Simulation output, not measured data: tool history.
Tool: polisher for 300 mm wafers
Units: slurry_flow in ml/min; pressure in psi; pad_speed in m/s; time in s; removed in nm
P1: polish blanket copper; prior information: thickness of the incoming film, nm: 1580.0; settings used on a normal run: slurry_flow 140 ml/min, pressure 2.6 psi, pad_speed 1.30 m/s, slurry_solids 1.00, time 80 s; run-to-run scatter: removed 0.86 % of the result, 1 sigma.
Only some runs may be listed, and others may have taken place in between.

| run | day | slurry_flow | pressure | pad_speed | slurry_solids | time | removed |
|---|---|---|---|---|---|---|---|
| 1 | 0.258 | 140 | 2.6 | 1.30 | 1.00 | 80 | 302.54 |
| 2 | 0.496 | 140 | 2.6 | 1.30 | 1.00 | 80 | 302.75 |
| 3 | 0.746 | 140 | 2.6 | 0.96 | 1.00 | 80 | 225.62 |
| 4 | 1.067 | 140 | 2.6 | 1.30 | 1.00 | 36 | 136.97 |
| 5 | 1.367 | 140 | 2.6 | 1.30 | 0.65 | 80 | 279.56 |
| 6 | 1.588 | 140 | 2.6 | 1.30 | 1.00 | 80 | 300.89 |
| 7 | 1.771 | 185 | 2.6 | 0.94 | 1.00 | 80 | 228.67 |
|  | 1.896 | head pressure recalibrated |
| 8 | 2.021 | 140 | 2.6 | 1.30 | 1.00 | 80 | 303.26 |
| 9 | 2.262 | 140 | 3.8 | 1.30 | 1.00 | 80 | 444.91 |
| 10 | 2.562 | 140 | 2.6 | 1.94 | 1.00 | 80 | 455.21 |
| 11 | 2.867 | 190 | 2.6 | 1.30 | 1.00 | 80 | 316.52 |
| 12 | 3.138 | 140 | 2.6 | 1.30 | 1.00 | 80 | 303.75 |
| 13 | 3.392 | 140 | 2.6 | 1.30 | 1.50 | 80 | 332.02 |
| 14 | 3.658 | 140 | 2.6 | 1.30 | 1.00 | 125 | 476.55 |
| 15 | 4.012 | 140 | 1.2 | 1.30 | 1.00 | 80 | 139.91 |
| 16 | 4.208 | 85 | 2.6 | 1.30 | 1.00 | 80 | 268.63 |

For run 17, what comes out?
| 17 | 4.379 | 140 | 2.6 | 1.80 | 0.60 | 80 | ? |

removed: 374.37 nm
